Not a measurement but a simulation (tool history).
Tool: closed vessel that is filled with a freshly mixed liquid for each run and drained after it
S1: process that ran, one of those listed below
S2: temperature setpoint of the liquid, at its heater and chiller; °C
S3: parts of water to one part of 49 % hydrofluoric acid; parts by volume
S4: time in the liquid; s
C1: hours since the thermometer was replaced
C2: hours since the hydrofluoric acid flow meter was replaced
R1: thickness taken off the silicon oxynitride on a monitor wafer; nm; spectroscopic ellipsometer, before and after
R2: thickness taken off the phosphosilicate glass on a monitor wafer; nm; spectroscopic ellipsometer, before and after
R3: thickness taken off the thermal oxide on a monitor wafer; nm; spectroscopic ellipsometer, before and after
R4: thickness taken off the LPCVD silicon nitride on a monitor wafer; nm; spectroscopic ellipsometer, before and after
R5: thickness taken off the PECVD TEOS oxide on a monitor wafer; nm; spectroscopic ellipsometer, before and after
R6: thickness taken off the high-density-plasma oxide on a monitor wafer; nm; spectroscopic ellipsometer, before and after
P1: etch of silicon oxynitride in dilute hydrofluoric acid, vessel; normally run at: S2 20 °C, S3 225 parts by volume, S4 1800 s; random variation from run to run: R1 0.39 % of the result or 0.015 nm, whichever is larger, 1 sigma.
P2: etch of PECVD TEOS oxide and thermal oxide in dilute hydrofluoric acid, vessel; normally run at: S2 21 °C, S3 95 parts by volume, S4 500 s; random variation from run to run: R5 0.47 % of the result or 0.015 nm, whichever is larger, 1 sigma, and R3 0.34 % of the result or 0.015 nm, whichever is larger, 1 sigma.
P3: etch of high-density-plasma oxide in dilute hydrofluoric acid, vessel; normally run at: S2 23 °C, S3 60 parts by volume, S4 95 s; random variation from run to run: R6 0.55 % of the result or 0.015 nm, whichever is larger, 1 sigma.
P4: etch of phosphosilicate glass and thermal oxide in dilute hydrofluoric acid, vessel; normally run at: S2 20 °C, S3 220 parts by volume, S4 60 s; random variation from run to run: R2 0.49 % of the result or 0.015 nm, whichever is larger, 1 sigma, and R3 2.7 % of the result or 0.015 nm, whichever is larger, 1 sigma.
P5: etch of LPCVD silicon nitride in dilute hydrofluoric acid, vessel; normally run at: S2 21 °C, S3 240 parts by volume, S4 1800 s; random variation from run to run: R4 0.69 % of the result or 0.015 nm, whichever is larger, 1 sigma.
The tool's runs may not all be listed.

run   hour  S1  S2   S3    S4     C1     C2       R1      R2        R3       R4      R5       R6
  1    6.7  P1  20  225  1800  635.4   98.6   9.8282
  2   11.9  P4  20  220    60  640.6  103.8           24.873   0.97389
  3   15.6  P5  21  240  1800  644.3  107.5                              2.8095
  4   24.0  P5  21  240  3205  652.7  115.9                              5.0534
  5   30.4  P1  20  135  3375  659.1  122.3  32.8390
  6   34.2  P2  21   95   905  662.9  126.1                   39.53700           72.911
  7   40.7  P3  23   20    95  669.4  132.6                                              34.6350
  8   48.2  P3  17   60    95  676.9  140.1                                               8.5879
  9   53.2  P1  20  400  2830  681.9  145.1   7.8495
 10   60.7  P1  20  375  1800  689.4  152.6   5.3665
 11   68.9  P3  23   60    30  697.6  160.8                                               3.4593
 12   76.7  P4  17  220    60  705.4  168.6           22.219   0.85251
 13   83.6  P1  28  225  1800  712.3  175.5  13.9880
 14   90.8  P1  20  225  1800  719.5  182.7   9.8307
 15   97.4  P2  17   95   500  726.1  189.3                   18.55400           34.021
 16  102.1  P1  20   90  1800  730.8  194.0  27.0600
 17  107.5  P1  20  225  2690  736.2  199.4  14.7200
 18  111.3  P1  20  225  1800  740.0  203.2   9.8535
 19  118.6  P2  21  160   500  747.3  210.5                   12.15600           22.150
     123.0  -- hydrofluoric acid flow meter replaced
 20  126.9  P1  17  225  1800  755.6    3.9   8.6025
 21  134.2  P4  20  220    35  762.9   11.2           14.610   0.57650
 22  138.8  P5  21   65  1800  767.5   15.8                             10.1700
 23  145.0  P3  23   60    95  773.7   22.0                                              11.1040
 24  150.4  P1  20  365   500  779.1   27.4   1.5432
 25  158.3  P1  20  225  1800  787.0   35.3   9.8145
 26  162.9  P1  20  225  1800  791.6   39.9   9.9435

Forecast run 27:
 27  168.2  P5  17  240  1800  796.9  45.2               ?

Run 27 gave R4 2.1826 nm.
